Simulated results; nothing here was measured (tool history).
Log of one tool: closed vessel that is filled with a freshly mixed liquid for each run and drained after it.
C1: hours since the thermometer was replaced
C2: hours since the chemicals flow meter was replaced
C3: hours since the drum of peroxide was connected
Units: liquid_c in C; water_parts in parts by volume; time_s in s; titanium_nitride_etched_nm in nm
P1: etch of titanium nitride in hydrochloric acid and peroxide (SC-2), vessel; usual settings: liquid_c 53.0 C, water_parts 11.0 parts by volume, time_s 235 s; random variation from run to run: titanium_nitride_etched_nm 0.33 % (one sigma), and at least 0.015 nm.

Run 1, hour 12.8: liquid_c 53.0 C, water_parts 11.0 parts by volume, time_s 235 s; C1 298.1; C2 205.7; C3 208.7. Result: titanium_nitride_etched_nm 9.3207 nm.
Run 2, hour 26.7: liquid_c 53.0 C, water_parts 11.0 parts by volume, time_s 30 s; C1 312.0; C2 219.6; C3 222.6. Result: titanium_nitride_etched_nm 1.2081 nm.
Run 3, hour 39.7: liquid_c 53.0 C, water_parts 11.0 parts by volume, time_s 235 s; C1 325.0; C2 232.6; C3 235.6. Result: titanium_nitride_etched_nm 9.3490 nm.
Run 4, hour 46.8: liquid_c 53.0 C, water_parts 11.0 parts by volume, time_s 235 s; C1 332.1; C2 239.7; C3 242.7. Result: titanium_nitride_etched_nm 9.3098 nm.
Run 5, hour 54.9: liquid_c 53.0 C, water_parts 11.0 parts by volume, time_s 390 s; C1 340.2; C2 247.8; C3 250.8. Result: titanium_nitride_etched_nm 15.5690 nm.
Run 6, hour 65.4: liquid_c 68.5 C, water_parts 11.0 parts by volume, time_s 235 s; C1 350.7; C2 258.3; C3 261.3. Result: titanium_nitride_etched_nm 24.6260 nm.
Run 7, hour 72.4: liquid_c 53.0 C, water_parts 16.5 parts by volume, time_s 235 s; C1 357.7; C2 265.3; C3 268.3. Result: titanium_nitride_etched_nm 6.6272 nm.
Run 8, hour 83.7: liquid_c 39.5 C, water_parts 11.0 parts by volume, time_s 235 s; C1 369.0; C2 276.6; C3 279.6. Result: titanium_nitride_etched_nm 3.7162 nm.
Run 9, hour 97.2: liquid_c 53.0 C, water_parts 19.5 parts by volume, time_s 100 s; C1 382.5; C2 290.1; C3 293.1. Result: titanium_nitride_etched_nm 2.3828 nm.
Run 10, hour 107.0: liquid_c 53.0 C, water_parts 11.0 parts by volume, time_s 235 s; C1 392.3; C2 299.9; C3 302.9. Result: titanium_nitride_etched_nm 9.3122 nm.
Run 11, hour 118.1: liquid_c 64.5 C, water_parts 11.0 parts by volume, time_s 430 s; C1 403.4; C2 311.0; C3 314.0. Result: titanium_nitride_etched_nm 35.3280 nm.

The next listed run, before its measurement:
Run 12, hour 131.0: liquid_c 53.0 C, water_parts 4.0 parts by volume, time_s 235 s; C1 416.3; C2 323.9; C3 326.9. Result: titanium_nitride_etched_nm ?.

titanium_nitride_etched_nm: 20.2520 nm

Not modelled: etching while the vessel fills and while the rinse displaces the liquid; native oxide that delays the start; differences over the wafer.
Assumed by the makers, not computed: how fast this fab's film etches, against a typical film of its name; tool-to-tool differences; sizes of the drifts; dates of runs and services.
